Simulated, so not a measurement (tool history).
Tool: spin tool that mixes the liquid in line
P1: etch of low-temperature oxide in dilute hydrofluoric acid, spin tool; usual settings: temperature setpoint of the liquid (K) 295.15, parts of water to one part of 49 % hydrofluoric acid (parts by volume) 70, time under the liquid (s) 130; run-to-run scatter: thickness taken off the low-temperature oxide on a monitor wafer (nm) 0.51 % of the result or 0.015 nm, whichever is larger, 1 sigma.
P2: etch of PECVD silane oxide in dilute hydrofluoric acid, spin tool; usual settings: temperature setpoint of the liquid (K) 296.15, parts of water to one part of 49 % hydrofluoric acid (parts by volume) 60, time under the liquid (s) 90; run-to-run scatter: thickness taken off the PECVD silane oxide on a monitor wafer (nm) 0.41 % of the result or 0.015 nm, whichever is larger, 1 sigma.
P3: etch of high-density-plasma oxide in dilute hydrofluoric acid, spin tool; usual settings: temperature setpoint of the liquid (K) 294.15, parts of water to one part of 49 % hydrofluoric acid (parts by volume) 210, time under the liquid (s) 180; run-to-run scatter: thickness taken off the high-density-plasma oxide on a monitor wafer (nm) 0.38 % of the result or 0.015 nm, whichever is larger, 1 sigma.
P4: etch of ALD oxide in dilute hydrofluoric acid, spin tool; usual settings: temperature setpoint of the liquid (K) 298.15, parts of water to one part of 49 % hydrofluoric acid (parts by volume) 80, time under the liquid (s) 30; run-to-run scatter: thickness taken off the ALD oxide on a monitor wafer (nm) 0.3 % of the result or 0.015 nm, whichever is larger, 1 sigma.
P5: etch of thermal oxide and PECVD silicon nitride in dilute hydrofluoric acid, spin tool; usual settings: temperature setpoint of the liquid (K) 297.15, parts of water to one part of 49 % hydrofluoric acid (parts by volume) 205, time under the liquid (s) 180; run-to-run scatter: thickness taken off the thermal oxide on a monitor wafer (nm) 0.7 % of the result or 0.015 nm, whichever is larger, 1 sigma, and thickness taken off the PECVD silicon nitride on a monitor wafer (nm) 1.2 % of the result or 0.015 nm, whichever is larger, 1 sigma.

run     day  process that ran  temperature setpoint of the liquid (K)  parts of water to one part of 49 % hydrofluoric acid (parts by volume)  time under the liquid (s)  hours since the thermometer was replaced  hours since the hydrofluoric acid flow meter was replaced  thickness taken off the low-temperature oxide on a monitor wafer (nm)  thickness taken off the PECVD silane oxide on a monitor wafer (nm)  thickness taken off the thermal oxide on a monitor wafer (nm)  thickness taken off the PECVD silicon nitride on a monitor wafer (nm)  thickness taken off the ALD oxide on a monitor wafer (nm)  thickness taken off the high-density-plasma oxide on a monitor wafer (nm)
  1   0.375                P1                                  295.15                                                                      70                        130                                     570.2                                                      461.4                                                                 23.119
  2   0.721                P1                                  295.15                                                                      70                        130                                     578.5                                                      469.7                                                                 23.047
  3   1.112                P1                                  295.15                                                                      70                        130                                     587.9                                                      479.1                                                                 23.135
  4   1.554                P2                                  296.15                                                                     105                         90                                     598.5                                                      489.7                                                                                                                                    16.1810
  5   1.779                P1                                  290.65                                                                      70                        130                                     603.9                                                      495.1                                                                 19.197
  6   2.062                P1                                  295.15                                                                      95                        220                                     610.7                                                      501.9                                                                 28.080
  7   2.479                P5                                  297.15                                                                     205                         90                                     620.7                                                      511.9                                                                                                                                                                                                    1.8782                                                                 1.0058
  8   2.833                P4                                  290.15                                                                      80                         30                                     629.2                                                      520.4                                                                                                                                                                                                                                                                                                                                      6.3653
  9   3.200                P1                                  295.15                                                                      70                        230                                     638.0                                                      529.2                                                                 41.226
 10   3.546                P4                                  298.15                                                                      80                         15                                     646.3                                                      537.5                                                                                                                                                                                                                                                                                                                                      4.4124
 11   3.983                P1                                  295.15                                                                      70                        130                                     656.8                                                      548.0                                                                 23.422
 12   4.288                P4                                  298.15                                                                      80                         30                                     664.1                                                      555.3                                                                                                                                                                                                                                                                                                                                      8.8393
 13   4.771                P1                                  295.15                                                                      30                        130                                     675.7                                                      566.9                                                                 56.706
 14   5.221                P1                                  295.15                                                                      70                        130                                     686.5                                                      577.7                                                                 23.235
 15   5.683                P2                                  296.15                                                                      60                         30                                     697.6                                                      588.8                                                                                                                                     9.9569
 16   6.129                P1                                  295.15                                                                      70                        130                                     708.3                                                      599.5                                                                 23.300
 17   6.375                P2                                  296.15                                                                      60                         90                                     714.2                                                      605.4                                                                                                                                    29.8080
 18   6.612                P3                                  294.15                                                                      75                        180                                     719.9                                                      611.1                                                                                                                                                                                                                                                                                                                                                                                                                18.0420
 19   6.838                P5                                  297.15                                                                     205                        180                                     725.3                                                      616.5                                                                                                                                                                                                    3.7216                                                                 1.9676
 20   7.225                P5                                  297.15                                                                     335                        180                                     734.6                                                      625.8                                                                                                                                                                                                    1.9776                                                                 1.1841
 21   7.671                P3                                  294.15                                                                     210                        360                                     745.3                                                      636.5                                                                                                                                                                                                                                                                                                                                                                                                                11.0930
 22   8.017                P5                                  290.15                                                                     205                        180                                     753.6                                                      644.8                                                                                                                                                                                                    2.8532                                                                 1.2457
 23   8.342                P1                                  295.15                                                                     125                        130                                     761.4                                                      652.6                                                                 12.182
 24   8.596                P3                                  294.15                                                                     210                        180                                     767.5                                                      658.7                                                                                                                                                                                                                                                                                                                                                                                                                 5.5206
 25   8.917                P2                                  296.15                                                                      60                         90                                     775.2                                                      666.4                                                                                                                                    29.9510
 26   9.212                P4                                  298.15                                                                     145                         30                                     782.3                                                      673.5                                                                                                                                                                                                                                                                                                                                      4.4838
 27   9.617                P2                                  290.65                                                                      60                         90                                     792.0                                                      683.2                                                                                                                                    23.9070
 28   9.958                P3                                  300.65                                                                     210                        180                                     800.2                                                      691.4                                                                                                                                                                                                                                                                                                                                                                                                                 7.0410
 29  10.258                P1                                  295.15                                                                      70                         60                                     807.4                                                      698.6                                                                 10.635
 30  10.717                P1                                  302.65                                                                      70                        130                                     818.4                                                      709.6                                                                 31.562
 31  11.096                P1                                  295.15                                                                      70                        130                                     827.5                                                      718.7                                                                 23.103
 32  11.504                P1                                  295.15                                                                      70                        130                                     837.3                                                      728.5                                                                 23.963
 33  11.933                P1                                  295.15                                                                      70                        130                                     847.6                                                      738.8                                                                 24.361
 34  12.158                P1                                  295.15                                                                      70                        130                                     853.0                                                      744.2                                                                 24.270
 35  12.654                P1                                  295.15                                                                      70                        130                                     864.9                                                      756.1                                                                 24.897
 36  13.154                P1                                  295.15                                                                      70                        130                                     876.9                                                      768.1                                                                 24.899
 37  13.579                P1                                  295.15                                                                      70                        130                                     887.1                                                      778.3                                                                 25.175
 38  14.050                P1                                  295.15                                                                      70                        130                                     898.4                                                      789.6                                                                 25.209
 39  14.475                P1                                  295.15                                                                      70                        130                                     908.6                                                      799.8                                                                 25.175
 40  14.783                P1                                  295.15                                                                      70                        130                                     916.0                                                      807.2                                                                 25.148
 41  15.038                P1                                  295.15                                                                      70                        130                                     922.1                                                      813.3                                                                 25.059
 42  15.438                P1                                  295.15                                                                      70                        130                                     931.7                                                      822.9                                                                 25.196

What P1 gives has crept away from where it was. These 2 causes fit the log equally well, each at the size given:
A: liquid hotter than its thermometer reads (K) = 2.02
B: hydrofluoric acid flow above the setpoint (%) = 7.88
The creep began at about day 11.096.

4 check runs are offered, each on 5 wafers whose results are averaged, their results left as question marks. Which one tells the causes apart?
check 1  15.838                P4                                  290.65                                                                     105                         30                                                                                                                                                                                                                                                                                                                                                                                                                                                ?
check 2  15.838                P5                                  291.65                                                                     205                        180                                                                                                                                                                                                                                                                                                              ?                                                                      ?
check 3  15.838                P2                                  293.15                                                                      60                         90                                                                                                                                                                                                                                               ?
check 4  15.838                P3                                  294.15                                                                      90                        260                                                                                                                                                                                                                                                                                                                                                                                                                                                                                                                           ?

What each check would give under each cause:
  check                                                                     result     if A     if B
check 1                  thickness taken off the ALD oxide on a monitor wafer (nm)   5.2305   5.2309
check 2              thickness taken off the thermal oxide on a monitor wafer (nm)   3.2743   3.3134
check 2      thickness taken off the PECVD silicon nitride on a monitor wafer (nm)   1.5613   1.4707
check 3         thickness taken off the PECVD silane oxide on a monitor wafer (nm)  28.7700  28.6700
check 4  thickness taken off the high-density-plasma oxide on a monitor wafer (nm)  23.1040  23.1370
How far apart the two closest causes lie, in the result that separates them most: check 1 0.01 %; check 2 5.98 %; check 3 0.35 %; check 4 0.14 %
Only check 2 tells the causes apart: in the others they would give nearly the same result.

Check 2 was then run and gave: thickness taken off the thermal oxide on a monitor wafer (nm) 3.2771; thickness taken off the PECVD silicon nitride on a monitor wafer (nm) 1.5623. Which cause is it?

It is A: liquid hotter than its thermometer reads (K).

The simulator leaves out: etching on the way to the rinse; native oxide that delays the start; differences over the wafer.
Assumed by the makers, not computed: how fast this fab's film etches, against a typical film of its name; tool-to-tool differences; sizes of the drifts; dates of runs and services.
